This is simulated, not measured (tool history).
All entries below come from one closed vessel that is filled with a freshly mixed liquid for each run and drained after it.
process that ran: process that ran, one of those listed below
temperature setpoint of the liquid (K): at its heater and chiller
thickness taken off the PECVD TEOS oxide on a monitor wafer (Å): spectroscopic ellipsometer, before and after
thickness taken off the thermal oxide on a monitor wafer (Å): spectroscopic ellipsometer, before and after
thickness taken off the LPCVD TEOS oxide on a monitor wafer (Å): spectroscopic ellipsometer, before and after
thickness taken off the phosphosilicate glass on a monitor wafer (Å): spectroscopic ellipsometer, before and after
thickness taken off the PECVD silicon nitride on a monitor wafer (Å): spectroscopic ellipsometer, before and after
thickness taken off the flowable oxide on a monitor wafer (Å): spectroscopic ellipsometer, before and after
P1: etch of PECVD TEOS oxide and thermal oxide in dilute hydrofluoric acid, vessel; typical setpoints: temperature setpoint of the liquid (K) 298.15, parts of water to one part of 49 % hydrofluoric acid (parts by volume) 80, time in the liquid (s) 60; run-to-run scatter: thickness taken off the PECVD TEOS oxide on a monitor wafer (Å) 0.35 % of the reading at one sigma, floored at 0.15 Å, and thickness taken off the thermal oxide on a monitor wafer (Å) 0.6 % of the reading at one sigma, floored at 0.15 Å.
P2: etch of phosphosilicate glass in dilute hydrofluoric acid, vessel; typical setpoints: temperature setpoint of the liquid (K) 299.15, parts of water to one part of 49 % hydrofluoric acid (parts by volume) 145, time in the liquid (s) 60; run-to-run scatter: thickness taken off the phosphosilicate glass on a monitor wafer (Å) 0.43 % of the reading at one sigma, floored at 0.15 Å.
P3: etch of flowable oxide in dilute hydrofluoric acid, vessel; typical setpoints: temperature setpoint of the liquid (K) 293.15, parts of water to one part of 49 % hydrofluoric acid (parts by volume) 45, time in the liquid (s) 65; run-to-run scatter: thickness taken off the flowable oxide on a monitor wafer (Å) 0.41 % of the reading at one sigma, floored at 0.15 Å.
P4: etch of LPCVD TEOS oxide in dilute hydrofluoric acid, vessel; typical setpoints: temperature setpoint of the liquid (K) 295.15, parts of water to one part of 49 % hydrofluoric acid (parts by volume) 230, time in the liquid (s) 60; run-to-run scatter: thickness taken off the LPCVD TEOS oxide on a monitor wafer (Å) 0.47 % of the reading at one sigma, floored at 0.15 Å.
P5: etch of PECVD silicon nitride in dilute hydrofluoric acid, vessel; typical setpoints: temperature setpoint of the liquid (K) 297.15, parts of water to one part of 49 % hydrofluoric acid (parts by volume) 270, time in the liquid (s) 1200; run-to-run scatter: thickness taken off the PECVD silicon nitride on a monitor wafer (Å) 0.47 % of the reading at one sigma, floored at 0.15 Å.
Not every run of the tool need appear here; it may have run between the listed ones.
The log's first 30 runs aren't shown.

run   hour  process that ran  temperature setpoint of the liquid (K)  parts of water to one part of 49 % hydrofluoric acid (parts by volume)  time in the liquid (s)  hours since the thermometer was replaced  hours since the hydrofluoric acid flow meter was replaced  thickness taken off the PECVD TEOS oxide on a monitor wafer (Å)  thickness taken off the thermal oxide on a monitor wafer (Å)  thickness taken off the LPCVD TEOS oxide on a monitor wafer (Å)  thickness taken off the phosphosilicate glass on a monitor wafer (Å)  thickness taken off the PECVD silicon nitride on a monitor wafer (Å)  thickness taken off the flowable oxide on a monitor wafer (Å)
 31  316.2                P3                                  293.15                                                                      20                      65                                     498.9                                                      983.7                                                                                                                                                                                                                                                                                                                                                                                                     854.07
 32  323.6                P1                                  298.15                                                                      80                      60                                     506.3                                                      991.1                                                           66.124                                                        37.350
 33  332.9                P1                                  298.15                                                                      80                      60                                     515.6                                                     1000.4                                                           66.224                                                        37.602
 34  343.2                P1                                  298.15                                                                      40                      30                                     525.9                                                     1010.7                                                           69.927                                                        39.525
 35  357.3                P1                                  298.15                                                                      80                      60                                     540.0                                                     1024.8                                                           66.456                                                        37.366
 36  372.0                P1                                  298.15                                                                      80                      60                                     554.7                                                     1039.5                                                           67.938                                                        38.306
 37  378.5                P1                                  298.15                                                                      80                      60                                     561.2                                                     1046.0                                                           68.790                                                        39.091
 38  393.1                P1                                  298.15                                                                      80                      60                                     575.8                                                     1060.6                                                           70.329                                                        39.702
 39  401.4                P1                                  298.15                                                                      80                      60                                     584.1                                                     1068.9                                                           70.481                                                        39.938
 40  412.0                P1                                  298.15                                                                      80                      60                                     594.7                                                     1079.5                                                           70.663                                                        40.114
 41  427.0                P1                                  298.15                                                                      80                      60                                     609.7                                                     1094.5                                                           71.087                                                        40.406

Run 42 comes next. What will it give?
 42  437.9                P1                                  298.15                                                                      80                      60                                     620.6                                                     1105.4                                                                ?                                                             ?

thickness taken off the PECVD TEOS oxide on a monitor wafer (Å): 71.312
thickness taken off the thermal oxide on a monitor wafer (Å): 40.116
